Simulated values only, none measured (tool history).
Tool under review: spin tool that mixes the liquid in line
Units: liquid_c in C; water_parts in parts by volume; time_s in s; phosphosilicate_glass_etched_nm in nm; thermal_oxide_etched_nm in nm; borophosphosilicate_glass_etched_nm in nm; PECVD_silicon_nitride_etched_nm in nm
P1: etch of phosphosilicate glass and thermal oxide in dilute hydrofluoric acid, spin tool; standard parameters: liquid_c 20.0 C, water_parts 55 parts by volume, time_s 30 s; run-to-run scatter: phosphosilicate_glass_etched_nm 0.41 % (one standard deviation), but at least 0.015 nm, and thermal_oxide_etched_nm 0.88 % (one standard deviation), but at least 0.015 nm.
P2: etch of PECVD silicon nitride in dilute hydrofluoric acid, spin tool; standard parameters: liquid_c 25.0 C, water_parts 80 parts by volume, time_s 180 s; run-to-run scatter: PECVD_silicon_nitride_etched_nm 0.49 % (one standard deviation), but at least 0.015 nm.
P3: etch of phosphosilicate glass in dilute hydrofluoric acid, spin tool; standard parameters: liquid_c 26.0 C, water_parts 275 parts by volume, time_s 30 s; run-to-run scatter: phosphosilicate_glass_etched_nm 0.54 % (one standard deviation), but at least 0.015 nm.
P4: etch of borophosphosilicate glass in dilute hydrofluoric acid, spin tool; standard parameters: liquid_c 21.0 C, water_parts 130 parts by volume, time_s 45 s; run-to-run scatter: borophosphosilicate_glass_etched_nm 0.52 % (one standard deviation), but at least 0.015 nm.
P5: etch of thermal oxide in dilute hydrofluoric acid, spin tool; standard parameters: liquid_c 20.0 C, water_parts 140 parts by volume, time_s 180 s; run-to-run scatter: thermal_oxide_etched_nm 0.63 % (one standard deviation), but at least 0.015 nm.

run,hour,process,liquid_c,water_parts,time_s,hours since the thermometer was replaced,hours since the hydrofluoric acid flow meter was replaced,phosphosilicate_glass_etched_nm,thermal_oxide_etched_nm,borophosphosilicate_glass_etched_nm,PECVD_silicon_nitride_etched_nm
1,10.0,P1,20.0,55,30,131.6,1484.1,41.458,2.4251,,
2,24.1,P1,20.0,20,30,145.7,1498.2,119.310,7.0473,,
3,31.8,P1,20.0,85,30,153.4,1505.9,25.751,1.5097,,
4,39.4,P1,20.0,55,30,161.0,1513.5,41.414,2.4094,,
5,55.0,P1,24.5,20,30,176.6,1529.1,143.770,8.2900,,
6,63.4,P1,20.0,55,30,185.0,1537.5,41.386,2.3950,,
7,74.4,P4,21.0,130,45,196.0,1548.5,,,8.3563,
8,87.5,P1,20.0,55,45,209.1,1561.6,61.821,3.6513,,
9,95.9,P2,19.0,80,180,217.5,1570.0,,,,3.9697
10,107.0,P5,20.0,140,180,228.6,1581.1,,5.1462,,
11,122.9,P2,25.0,80,180,244.5,1597.0,,,,5.9513
12,136.4,P4,21.0,205,45,258.0,1610.5,,,4.9009,
13,150.3,P3,26.0,85,30,271.9,1624.4,48.685,,,
14,161.0,P5,20.0,140,70,282.6,1635.1,,2.0236,,
15,173.2,P1,27.0,55,30,294.8,1647.3,54.922,3.2759,,
16,180.3,P4,21.0,130,15,301.9,1654.4,,,2.8056,
17,188.6,P1,20.0,55,15,310.2,1662.7,20.564,1.1870,,
18,195.6,P1,20.0,55,30,317.2,1669.7,41.409,2.3674,,
19,207.1,P1,17.0,55,30,328.7,1681.2,36.618,2.1848,,
20,219.2,P1,20.0,55,30,340.8,1693.3,41.085,2.4298,,
21,226.7,P3,26.0,275,30,348.3,1700.8,12.222,,,
22,238.2,P2,25.0,80,55,359.8,1712.3,,,,1.8332
23,251.9,P5,17.0,140,180,373.5,1726.0,,4.5393,,
24,261.8,P4,21.0,130,45,383.4,1735.9,,,8.4483,
25,271.4,P3,26.0,275,30,393.0,1745.5,12.322,,,
26,282.3,P4,25.0,130,45,403.9,1756.4,,,9.7513,
27,291.5,P2,25.0,120,180,413.1,1765.6,,,,3.9871
28,304.2,P5,20.0,35,180,425.8,1778.3,,23.0580,,
29,318.8,P5,20.0,140,180,440.4,1792.9,,5.0969,,
30,333.4,P3,26.0,275,60,455.0,1807.5,24.298,,,
31,340.5,P3,22.5,275,30,462.1,1814.6,10.727,,,
32,348.8,P1,20.0,55,30,470.4,1822.9,41.185,2.4063,,
33,355.9,P1,20.0,55,30,477.5,1830.0,42.498,2.5044,,
34,369.5,P1,20.0,55,30,491.1,1843.6,44.297,2.6036,,
35,384.8,P1,20.0,55,30,506.4,1858.9,45.349,2.6009,,
36,400.3,P1,20.0,55,30,521.9,1874.4,45.515,2.6582,,
37,414.2,P1,20.0,55,30,535.8,1888.3,45.356,2.6785,,
38,425.5,P1,20.0,55,30,547.1,1899.6,45.623,2.6726,,

What P1 gives has crept away from where it was. These 2 causes fit the log equally well, each at the size given:
A: hydrofluoric acid flow above the setpoint (%) = 9.59
B: liquid hotter than its thermometer reads (K) = 2.33
The gradual shift began around hour 348.8.

Consider the 4 single-wafer check runs listed below, results given as question marks: which one distinguishes between the causes by giving clearly different results for each?
check 1,436.8,P2,25.0,120,180,,,,,,?
check 2,436.8,P4,24.5,130,15,,,,,?,
check 3,436.8,P5,17.0,140,90,,,,?,,
check 4,436.8,P3,26.0,85,60,,,?,,,

Expected result of each check under each candidate cause:
check,result,if A,if B
check 1,PECVD_silicon_nitride_etched_nm,4.3754,4.6399
check 2,borophosphosilicate_glass_etched_nm,3.5644,3.5065
check 3,thermal_oxide_etched_nm,2.4983,2.4766
check 4,phosphosilicate_glass_etched_nm,108.540,107.390
Minimum pairwise separation of causes per check, each pair taken at its best-separating result: check 1 5.87 %; check 2 1.64 %; check 3 0.87 %; check 4 1.07 %
Only check 1 tells the causes apart: in the others they would give nearly the same result.

The results of check 1 are: PECVD_silicon_nitride_etched_nm 4.6370 nm. Based on these, which of the listed causes is it?

Of the candidate causes, it is B: liquid hotter than its thermometer reads (K).

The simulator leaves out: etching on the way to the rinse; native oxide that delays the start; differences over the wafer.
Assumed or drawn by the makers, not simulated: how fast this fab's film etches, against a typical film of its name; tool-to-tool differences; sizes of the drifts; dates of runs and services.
